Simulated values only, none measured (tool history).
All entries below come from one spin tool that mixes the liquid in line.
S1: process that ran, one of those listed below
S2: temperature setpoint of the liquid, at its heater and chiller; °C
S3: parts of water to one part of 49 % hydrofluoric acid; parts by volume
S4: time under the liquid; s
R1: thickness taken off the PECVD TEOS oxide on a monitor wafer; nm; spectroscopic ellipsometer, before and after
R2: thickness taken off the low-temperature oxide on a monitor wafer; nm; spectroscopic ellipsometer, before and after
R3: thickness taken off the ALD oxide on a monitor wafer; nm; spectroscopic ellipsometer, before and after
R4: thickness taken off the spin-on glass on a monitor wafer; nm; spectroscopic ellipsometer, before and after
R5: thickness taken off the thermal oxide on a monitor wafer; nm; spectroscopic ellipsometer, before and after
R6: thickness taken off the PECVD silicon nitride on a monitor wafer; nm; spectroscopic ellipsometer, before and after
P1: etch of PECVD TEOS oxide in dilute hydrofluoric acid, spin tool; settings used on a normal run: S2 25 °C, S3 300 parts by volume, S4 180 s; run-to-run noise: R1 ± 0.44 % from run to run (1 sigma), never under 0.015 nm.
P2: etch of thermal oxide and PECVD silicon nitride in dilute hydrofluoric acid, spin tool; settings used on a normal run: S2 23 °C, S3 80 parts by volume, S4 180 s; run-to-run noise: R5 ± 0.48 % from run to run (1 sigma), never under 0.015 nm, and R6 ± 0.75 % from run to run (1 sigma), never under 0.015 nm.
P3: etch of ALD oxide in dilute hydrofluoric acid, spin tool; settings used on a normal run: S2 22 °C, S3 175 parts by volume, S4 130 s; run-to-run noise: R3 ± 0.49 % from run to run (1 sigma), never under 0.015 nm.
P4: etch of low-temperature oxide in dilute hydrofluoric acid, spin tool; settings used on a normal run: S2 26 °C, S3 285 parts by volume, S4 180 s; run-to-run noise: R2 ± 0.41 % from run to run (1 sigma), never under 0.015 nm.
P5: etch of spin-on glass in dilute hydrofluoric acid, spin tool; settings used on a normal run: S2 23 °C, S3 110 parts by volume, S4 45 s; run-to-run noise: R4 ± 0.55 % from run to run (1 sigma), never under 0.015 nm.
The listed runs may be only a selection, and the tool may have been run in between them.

run	hour	S1	S2	S3	S4	R1	R2	R3	R4	R5	R6
1	5.3	P1	25	300	180	6.6162					
2	10.7	P4	19	285	180		5.3599				
3	16.4	P4	26	285	180		6.8895				
4	20.6	P3	22	175	130			14.705			
5	24.5	P1	25	300	180	6.6277					
6	28.4	P3	22	175	40			4.4552			
7	32.8	P1	18	300	295	8.4608					
8	36.4	P5	31	110	45				11.313		
9	40.4	P2	23	80	55					3.1276	1.0758
10	45.3	P1	25	80	180	32.059					
11	50.1	P3	22	175	130			14.545			
12	55.2	P1	32	300	180	8.3083					
13	59.3	P5	23	110	45				8.3492		
14	62.2	P2	23	80	180					10.401	3.4658
15	65	P1	25	300	180	6.5816					
16	68.4	P2	27.5	80	180					12.213	4.7276
17	73.7	P5	23	110	65				12.152		
18	76.6	P4	26	285	180		6.9081				
19	79.4	P1	25	300	180	6.5984					
20	85.2	P1	25	300	50	1.8243					
21	89.3	P3	30	175	130			19.535			
22	92.7	P1	25	300	180	6.581					
23	97.8	P4	26	150	180		15.143				
24	102.4	P2	23	80	180					10.209	3.553
25	108.2	P1	25	300	180	6.5478					
26	110.9	P5	23	110	45				8.4021		
27	115.8	P2	23	50	180					17.054	5.5922
28	118.4	P5	23	195	45				4.3232		
29	122.2	P1	20.5	300	70	2.1779					
30	127.8	P1	21	300	300	9.5241					
31	132.1	P1	25	415	180	4.2774					

Expected results for the next run?
32	136.9	P4	26	285	70		?				

{"run 32": {"R2": 2.6796}}

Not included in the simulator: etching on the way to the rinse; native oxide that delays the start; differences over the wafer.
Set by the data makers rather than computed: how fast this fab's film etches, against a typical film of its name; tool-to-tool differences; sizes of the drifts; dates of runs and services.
